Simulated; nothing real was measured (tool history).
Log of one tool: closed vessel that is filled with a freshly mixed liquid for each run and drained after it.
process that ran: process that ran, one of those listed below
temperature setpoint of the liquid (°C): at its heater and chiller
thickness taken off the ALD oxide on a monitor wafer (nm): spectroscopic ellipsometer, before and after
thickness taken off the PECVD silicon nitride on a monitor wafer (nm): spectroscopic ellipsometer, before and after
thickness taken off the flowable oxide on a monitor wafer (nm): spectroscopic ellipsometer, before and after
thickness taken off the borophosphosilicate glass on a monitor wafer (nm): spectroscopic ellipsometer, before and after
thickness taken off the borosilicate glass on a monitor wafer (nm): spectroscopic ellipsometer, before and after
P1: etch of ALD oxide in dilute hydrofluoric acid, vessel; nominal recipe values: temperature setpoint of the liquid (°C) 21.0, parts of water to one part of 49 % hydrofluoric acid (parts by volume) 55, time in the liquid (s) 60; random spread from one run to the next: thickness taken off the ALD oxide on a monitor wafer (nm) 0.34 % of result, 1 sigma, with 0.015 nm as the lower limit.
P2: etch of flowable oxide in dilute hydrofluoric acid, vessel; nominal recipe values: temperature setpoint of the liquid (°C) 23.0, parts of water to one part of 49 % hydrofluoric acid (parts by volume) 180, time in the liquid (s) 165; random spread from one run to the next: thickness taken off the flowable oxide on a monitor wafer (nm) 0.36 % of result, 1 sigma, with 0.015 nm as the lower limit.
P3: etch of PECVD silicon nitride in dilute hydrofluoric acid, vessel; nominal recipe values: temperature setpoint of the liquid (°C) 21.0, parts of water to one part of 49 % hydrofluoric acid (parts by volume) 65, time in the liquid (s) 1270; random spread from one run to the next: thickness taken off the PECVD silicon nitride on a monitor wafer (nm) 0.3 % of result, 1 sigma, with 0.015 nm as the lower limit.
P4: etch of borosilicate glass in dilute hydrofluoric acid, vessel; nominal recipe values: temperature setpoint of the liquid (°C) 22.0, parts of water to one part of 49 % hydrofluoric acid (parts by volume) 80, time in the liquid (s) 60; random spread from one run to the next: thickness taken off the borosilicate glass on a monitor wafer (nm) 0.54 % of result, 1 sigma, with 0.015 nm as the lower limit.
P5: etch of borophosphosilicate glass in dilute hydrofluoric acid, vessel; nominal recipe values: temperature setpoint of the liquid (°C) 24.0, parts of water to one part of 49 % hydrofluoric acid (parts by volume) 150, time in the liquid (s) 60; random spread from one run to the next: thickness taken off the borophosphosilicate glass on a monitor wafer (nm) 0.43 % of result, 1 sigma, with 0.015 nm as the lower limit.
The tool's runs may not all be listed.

| run | hour | process that ran | temperature setpoint of the liquid (°C) | parts of water to one part of 49 % hydrofluoric acid (parts by volume) | time in the liquid (s) | hours since the thermometer was replaced | hours since the hydrofluoric acid flow meter was replaced | thickness taken off the ALD oxide on a monitor wafer (nm) | thickness taken off the PECVD silicon nitride on a monitor wafer (nm) | thickness taken off the flowable oxide on a monitor wafer (nm) | thickness taken off the borophosphosilicate glass on a monitor wafer (nm) | thickness taken off the borosilicate glass on a monitor wafer (nm) |
|---|---|---|---|---|---|---|---|---|---|---|---|---|
| 1 | 3.1 | P1 | 21.0 | 55 | 60 | 1878.1 | 627.1 | 14.3440 |  |  |  |  |
| 2 | 8.1 | P3 | 17.0 | 65 | 1270 | 1883.1 | 632.1 |  | 40.0050 |  |  |  |
| 3 | 11.7 | P1 | 21.0 | 55 | 110 | 1886.7 | 635.7 | 26.2780 |  |  |  |  |
| 4 | 16.5 | P1 | 21.0 | 55 | 30 | 1891.5 | 640.5 | 7.2075 |  |  |  |  |
| 5 | 21.2 | P2 | 23.0 | 180 | 165 | 1896.2 | 645.2 |  |  | 16.4380 |  |  |
| 6 | 25.9 | P5 | 24.0 | 150 | 35 | 1900.9 | 649.9 |  |  |  | 7.7008 |  |
| 7 | 31.8 | P2 | 23.0 | 180 | 30 | 1906.8 | 655.8 |  |  | 2.9802 |  |  |
| 8 | 36.4 | P2 | 17.0 | 180 | 165 | 1911.4 | 660.4 |  |  | 13.0190 |  |  |
| 9 | 41.0 | P4 | 22.0 | 25 | 60 | 1916.0 | 665.0 |  |  |  |  | 97.890 |
| 10 | 45.8 | P3 | 21.0 | 65 | 1270 | 1920.8 | 669.8 |  | 53.1170 |  |  |  |
| 11 | 51.5 | P1 | 21.0 | 55 | 60 | 1926.5 | 675.5 | 14.3090 |  |  |  |  |
| 12 | 57.8 | P5 | 24.0 | 40 | 60 | 1932.8 | 681.8 |  |  |  | 56.2760 |  |
| 13 | 63.6 | P4 | 22.0 | 80 | 60 | 1938.6 | 687.6 |  |  |  |  | 28.614 |
| 14 | 69.0 | P1 | 21.0 | 55 | 60 | 1944.0 | 693.0 | 14.3840 |  |  |  |  |
| 15 | 73.2 | P2 | 23.0 | 40 | 165 | 1948.2 | 697.2 |  |  | 87.8250 |  |  |
| 16 | 79.2 | P4 | 22.0 | 80 | 60 | 1954.2 | 703.2 |  |  |  |  | 28.653 |
| 17 | 84.4 | P1 | 21.0 | 20 | 60 | 1959.4 | 708.4 | 41.0470 |  |  |  |  |
| 18 | 91.0 | P4 | 22.0 | 80 | 95 | 1966.0 | 715.0 |  |  |  |  | 45.240 |
| 19 | 94.0 | P3 | 21.0 | 65 | 30 | 1969.0 | 718.0 |  | 1.2393 |  |  |  |
| 20 | 100.2 | P1 | 26.0 | 30 | 60 | 1975.2 | 724.2 | 33.6570 |  |  |  |  |
| 21 | 104.1 | P1 | 21.0 | 55 | 60 | 1979.1 | 728.1 | 14.3310 |  |  |  |  |
| 22 | 107.3 | P3 | 21.0 | 30 | 1270 | 1982.3 | 731.3 |  | 112.4100 |  |  |  |
| 23 | 111.9 | P5 | 24.0 | 150 | 60 | 1986.9 | 735.9 |  |  |  | 13.1860 |  |
| 24 | 115.9 | P1 | 17.0 | 55 | 60 | 1990.9 | 739.9 | 12.0480 |  |  |  |  |
| 25 | 121.0 | P5 | 18.5 | 150 | 60 | 1996.0 | 745.0 |  |  |  | 10.5550 |  |
| 26 | 126.2 | P1 | 21.0 | 55 | 60 | 2001.2 | 750.2 | 14.3760 |  |  |  |  |
| 27 | 129.2 | P1 | 24.5 | 55 | 60 | 2004.2 | 753.2 | 16.6140 |  |  |  |  |
| 28 | 133.6 | P1 | 17.0 | 35 | 60 | 2008.6 | 757.6 | 19.5130 |  |  |  |  |
| 29 | 140.1 | P1 | 21.0 | 55 | 60 | 2015.1 | 764.1 | 14.2720 |  |  |  |  |
| 30 | 143.4 | P1 | 21.0 | 80 | 60 | 2018.4 | 767.4 | 9.6097 |  |  |  |  |
| 31 | 148.7 | P4 | 17.0 | 80 | 60 | 2023.7 | 772.7 |  |  |  |  | 23.093 |
| 32 | 153.6 | P1 | 21.0 | 55 | 60 | 2028.6 | 777.6 | 14.3950 |  |  |  |  |
| 33 | 158.5 | P1 | 21.0 | 55 | 60 | 2033.5 | 782.5 | 13.9820 |  |  |  |  |
| 34 | 165.1 | P1 | 21.0 | 55 | 60 | 2040.1 | 789.1 | 13.8000 |  |  |  |  |
| 35 | 169.3 | P1 | 21.0 | 55 | 60 | 2044.3 | 793.3 | 13.5740 |  |  |  |  |
| 36 | 174.9 | P1 | 21.0 | 55 | 60 | 2049.9 | 798.9 | 13.5150 |  |  |  |  |
| 37 | 178.7 | P1 | 21.0 | 55 | 60 | 2053.7 | 802.7 | 13.5130 |  |  |  |  |
| 38 | 182.4 | P1 | 21.0 | 55 | 60 | 2057.4 | 806.4 | 13.4710 |  |  |  |  |
| 39 | 187.4 | P1 | 21.0 | 55 | 60 | 2062.4 | 811.4 | 13.5230 |  |  |  |  |
| 40 | 192.9 | P1 | 21.0 | 55 | 60 | 2067.9 | 816.9 | 13.3420 |  |  |  |  |

What P1 gives has crept off from where it sat before. The 2 causes that follow fit the log equally well, each at the size noted:
A: hydrofluoric acid flow below the setpoint (%) = 5.73
B: liquid colder than its thermometer reads (K) = 1.5
At approximately hour 153.6, the process output began to creep.

Question marks stand in for the results of the 4 check runs listed below, each run on one wafer. Under which run would the listed causes show clearly different results?
| check 1 | 198.4 | P2 | 17.0 | 180 | 100 |  |  |  |  | ? |  |  |
| check 2 | 198.4 | P5 | 24.0 | 55 | 60 |  |  |  |  |  | ? |  |
| check 3 | 198.4 | P4 | 17.0 | 55 | 60 |  |  |  |  |  |  | ? |
| check 4 | 198.4 | P3 | 21.0 | 65 | 405 |  |  |  | ? |  |  |  |

Outcome of each check run for each possible cause:
| check | result | if A | if B |
|---|---|---|---|
| check 1 | thickness taken off the flowable oxide on a monitor wafer (nm) | 7.3852 | 7.4462 |
| check 2 | thickness taken off the borophosphosilicate glass on a monitor wafer (nm) | 37.9130 | 37.9690 |
| check 3 | thickness taken off the borosilicate glass on a monitor wafer (nm) | 32.512 | 32.423 |
| check 4 | thickness taken off the PECVD silicon nitride on a monitor wafer (nm) | 15.9650 | 15.2510 |
How far apart the two closest causes lie, in the result that separates them most: check 1 0.82 %; check 2 0.15 %; check 3 0.28 %; check 4 4.57 %
Check 4 distinguishes between the causes, while the remaining checks would return nearly the same result for all of them.

Check 4 was carried out, with these results: thickness taken off the PECVD silicon nitride on a monitor wafer (nm) 15.2630. Which of the listed causes is responsible?

The cause is B: liquid colder than its thermometer reads (K).

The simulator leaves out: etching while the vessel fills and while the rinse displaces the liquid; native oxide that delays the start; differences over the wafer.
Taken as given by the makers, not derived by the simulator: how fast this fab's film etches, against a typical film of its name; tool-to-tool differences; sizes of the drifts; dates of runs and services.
